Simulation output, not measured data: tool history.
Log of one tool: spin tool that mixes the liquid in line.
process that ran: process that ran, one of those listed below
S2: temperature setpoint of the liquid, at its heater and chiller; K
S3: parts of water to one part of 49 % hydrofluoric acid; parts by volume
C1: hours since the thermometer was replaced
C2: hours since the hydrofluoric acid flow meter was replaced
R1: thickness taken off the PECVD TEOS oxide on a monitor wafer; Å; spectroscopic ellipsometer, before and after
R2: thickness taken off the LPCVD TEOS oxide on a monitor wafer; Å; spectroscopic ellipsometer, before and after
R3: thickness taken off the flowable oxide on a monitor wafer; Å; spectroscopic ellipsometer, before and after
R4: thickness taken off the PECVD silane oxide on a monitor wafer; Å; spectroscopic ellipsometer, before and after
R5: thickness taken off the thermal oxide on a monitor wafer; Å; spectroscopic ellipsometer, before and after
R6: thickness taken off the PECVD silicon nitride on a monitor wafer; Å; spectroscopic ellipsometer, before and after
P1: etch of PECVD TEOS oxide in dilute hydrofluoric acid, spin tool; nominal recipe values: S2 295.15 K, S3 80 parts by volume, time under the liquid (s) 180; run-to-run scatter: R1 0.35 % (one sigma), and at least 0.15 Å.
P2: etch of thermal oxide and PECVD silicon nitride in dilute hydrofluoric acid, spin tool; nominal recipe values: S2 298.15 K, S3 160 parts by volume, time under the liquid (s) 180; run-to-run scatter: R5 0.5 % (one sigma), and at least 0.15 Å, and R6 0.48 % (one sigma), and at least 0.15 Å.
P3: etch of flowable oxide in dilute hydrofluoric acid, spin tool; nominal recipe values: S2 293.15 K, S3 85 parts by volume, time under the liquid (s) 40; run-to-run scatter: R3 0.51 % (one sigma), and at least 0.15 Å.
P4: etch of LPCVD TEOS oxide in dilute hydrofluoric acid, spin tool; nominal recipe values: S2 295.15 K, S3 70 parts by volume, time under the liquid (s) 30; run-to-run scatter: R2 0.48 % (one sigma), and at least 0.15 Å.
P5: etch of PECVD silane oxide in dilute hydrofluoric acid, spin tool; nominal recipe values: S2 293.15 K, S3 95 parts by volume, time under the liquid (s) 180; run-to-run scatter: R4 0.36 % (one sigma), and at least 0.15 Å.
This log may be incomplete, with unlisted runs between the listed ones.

run 1 hour=6.8 | process_that_ran=P1 S2=295.15 S3=80 time_under_the_liquid_(s)=180 | C1=796.3 C2=1097 | R1=278.48
run 2 hour=17.5 | process_that_ran=P4 S2=290.15 S3=70 time_under_the_liquid_(s)=30 | C1=807 C2=1107.7 | R2=185.43
run 3 hour=22.8 | process_that_ran=P3 S2=293.15 S3=85 time_under_the_liquid_(s)=40 | C1=812.3 C2=1113 | R3=178.64
run 4 hour=32.8 | process_that_ran=P4 S2=295.15 S3=70 time_under_the_liquid_(s)=55 | C1=822.3 C2=1123 | R2=417.44
run 5 hour=41.1 | process_that_ran=P5 S2=293.15 S3=95 time_under_the_liquid_(s)=180 | C1=830.6 C2=1131.3 | R4=278.41
run 6 hour=49.9 | process_that_ran=P3 S2=293.15 S3=85 time_under_the_liquid_(s)=60 | C1=839.4 C2=1140.1 | R3=268.6
run 7 hour=60.4 | process_that_ran=P1 S2=300.65 S3=80 time_under_the_liquid_(s)=80 | C1=849.9 C2=1150.6 | R1=156.49
run 8 hour=67 | process_that_ran=P1 S2=295.15 S3=120 time_under_the_liquid_(s)=180 | C1=856.5 C2=1157.2 | R1=178.99
run 9 hour=78.2 | process_that_ran=P5 S2=293.15 S3=95 time_under_the_liquid_(s)=70 | C1=867.7 C2=1168.4 | R4=108.09
run 10 hour=85.9 | process_that_ran=P1 S2=295.15 S3=80 time_under_the_liquid_(s)=75 | C1=875.4 C2=1176.1 | R1=116.69
run 11 hour=92.9 | process_that_ran=P1 S2=295.15 S3=80 time_under_the_liquid_(s)=180 | C1=882.4 C2=1183.1 | R1=278.7
run 12 hour=100.5 | process_that_ran=P1 S2=300.65 S3=80 time_under_the_liquid_(s)=180 | C1=890 C2=1190.7 | R1=350.16
run 13 hour=107.7 | process_that_ran=P1 S2=295.15 S3=80 time_under_the_liquid_(s)=315 | C1=897.2 C2=1197.9 | R1=489.8
run 14 hour=113.5 | process_that_ran=P1 S2=295.15 S3=80 time_under_the_liquid_(s)=180 | C1=903 C2=1203.7 | R1=281.03
run 15 hour=119 | process_that_ran=P3 S2=290.15 S3=85 time_under_the_liquid_(s)=40 | C1=908.5 C2=1209.2 | R3=156.87
run 16 hour=124.9 | process_that_ran=P1 S2=295.15 S3=20 time_under_the_liquid_(s)=180 | C1=914.4 C2=1215.1 | R1=1213.6
run 17 hour=134.7 | process_that_ran=P4 S2=295.15 S3=30 time_under_the_liquid_(s)=30 | C1=924.2 C2=1224.9 | R2=558.85
run 18 hour=142.5 | process_that_ran=P2 S2=298.15 S3=75 time_under_the_liquid_(s)=180 | C1=932 C2=1232.7 | R5=126.17 R6=112.39
run 19 hour=153.5 | process_that_ran=P1 S2=295.15 S3=80 time_under_the_liquid_(s)=180 | C1=943 C2=1243.7 | R1=280.31
run 20 hour=161.3 | process_that_ran=P4 S2=295.15 S3=70 time_under_the_liquid_(s)=30 | C1=950.8 C2=1251.5 | R2=228.03
run 21 hour=170.4 | process_that_ran=P1 S2=295.15 S3=80 time_under_the_liquid_(s)=180 | C1=959.9 C2=1260.6 | R1=279.97
run 22 hour=176 | process_that_ran=P3 S2=293.15 S3=45 time_under_the_liquid_(s)=40 | C1=965.5 C2=1266.2 | R3=353.93
run 23 hour=183.1 | process_that_ran=P4 S2=295.15 S3=70 time_under_the_liquid_(s)=30 | C1=972.6 C2=1273.3 | R2=229.6
run 24 hour=189.5 | process_that_ran=P5 S2=290.15 S3=95 time_under_the_liquid_(s)=180 | C1=979 C2=1279.7 | R4=244.86
run 25 hour=199 | process_that_ran=P1 S2=290.15 S3=80 time_under_the_liquid_(s)=180 | C1=988.5 C2=1289.2 | R1=227.3
run 26 hour=208.4 | process_that_ran=P1 S2=295.15 S3=30 time_under_the_liquid_(s)=105 | C1=997.9 C2=1298.6 | R1=461.81
run 27 hour=215.2 | process_that_ran=P5 S2=293.15 S3=95 time_under_the_liquid_(s)=180 | C1=1004.7 C2=1305.4 | R4=277.93
run 28 hour=224.9 | process_that_ran=P2 S2=298.15 S3=160 time_under_the_liquid_(s)=25 | C1=1014.4 C2=1315.1 | R5=7.5163 R6=7.1938
run 29 hour=230.1 | process_that_ran=P1 S2=295.15 S3=80 time_under_the_liquid_(s)=180 | C1=1019.6 C2=1320.3 | R1=279.54
run 30 hour=236.2 | process_that_ran=P1 S2=295.15 S3=50 time_under_the_liquid_(s)=80 | C1=1025.7 C2=1326.4 | R1=206.92
run 31 hour=244.7 | process_that_ran=P2 S2=298.15 S3=160 time_under_the_liquid_(s)=180 | C1=1034.2 C2=1334.9 | R5=53.427 R6=52.688
run 32 hour=255.2 | process_that_ran=P2 S2=303.65 S3=160 time_under_the_liquid_(s)=180 | C1=1044.7 C2=1345.4 | R5=65.844 R6=75.026
run 33 hour=263.1 | process_that_ran=P5 S2=293.15 S3=135 time_under_the_liquid_(s)=180 | C1=1052.6 C2=1353.3 | R4=187.79
run 34 hour=273.8 | process_that_ran=P1 S2=295.15 S3=80 time_under_the_liquid_(s)=180 | C1=1063.3 C2=1364 | R1=278.54
run 35 hour=281.2 | process_that_ran=P1 S2=295.15 S3=80 time_under_the_liquid_(s)=180 | C1=1070.7 C2=1371.4 | R1=273.53
run 36 hour=290.8 | process_that_ran=P1 S2=295.15 S3=80 time_under_the_liquid_(s)=180 | C1=1080.3 C2=1381 | R1=267.74
run 37 hour=295.8 | process_that_ran=P1 S2=295.15 S3=80 time_under_the_liquid_(s)=180 | C1=1085.3 C2=1386 | R1=266.46
run 38 hour=303.8 | process_that_ran=P1 S2=295.15 S3=80 time_under_the_liquid_(s)=180 | C1=1093.3 C2=1394 | R1=263.64
run 39 hour=310.9 | process_that_ran=P1 S2=295.15 S3=80 time_under_the_liquid_(s)=180 | C1=1100.4 C2=1401.1 | R1=262.33
run 40 hour=319 | process_that_ran=P1 S2=295.15 S3=80 time_under_the_liquid_(s)=180 | C1=1108.5 C2=1409.2 | R1=262.68
run 41 hour=327.3 | process_that_ran=P1 S2=295.15 S3=80 time_under_the_liquid_(s)=180 | C1=1116.8 C2=1417.5 | R1=263.76
run 42 hour=332.2 | process_that_ran=P1 S2=295.15 S3=80 time_under_the_liquid_(s)=180 | C1=1121.7 C2=1422.4 | R1=262.44

Compared with where it was, what P1 gives has crept away. Each cause listed below fits the log as well as the rest, at the size given for it:
A: liquid colder than its thermometer reads (K) = 1.59
B: hydrofluoric acid flow below the setpoint (%) = 5.79
Onset of the creep was near hour 273.8.

Listed below are the offered check runs, one wafer per run, with question marks in place of results. For which of them would the causes give clearly different outcomes?
run check 1 hour=337.1 | process_that_ran=P3 S2=293.15 S3=85 time_under_the_liquid_(s)=40 | R3=?
run check 2 hour=337.1 | process_that_ran=P2 S2=298.15 S3=160 time_under_the_liquid_(s)=180 | R5=? R6=?
run check 3 hour=337.1 | process_that_ran=P5 S2=293.15 S3=95 time_under_the_liquid_(s)=180 | R4=?
run check 4 hour=337.1 | process_that_ran=P4 S2=295.15 S3=70 time_under_the_liquid_(s)=30 | R2=?

How each check would come out, cause by cause:
check=check_1 result=R3 if_A=166.5 if_B=166.64
check=check_2 result=R5 if_A=50.431 if_B=49.896
check=check_2 result=R6 if_A=47.58 if_B=49.657
check=check_3 result=R4 if_A=259.98 if_B=259.92
check=check_4 result=R2 if_A=213.44 if_B=213.67
Gap, in per cent, between the two causes that each check separates least, read from the result that separates them most: check 1 0.09 %; check 2 4.27 %; check 3 0.02 %; check 4 0.11 %
The causes can be told apart only by check 2. The other checks would give nearly the same results under each of them.

After running check 2, the following was obtained: R5 49.34 Å; R6 49.894 Å. Which cause does this point to?

Of the candidate causes, it is B: hydrofluoric acid flow below the setpoint (%).

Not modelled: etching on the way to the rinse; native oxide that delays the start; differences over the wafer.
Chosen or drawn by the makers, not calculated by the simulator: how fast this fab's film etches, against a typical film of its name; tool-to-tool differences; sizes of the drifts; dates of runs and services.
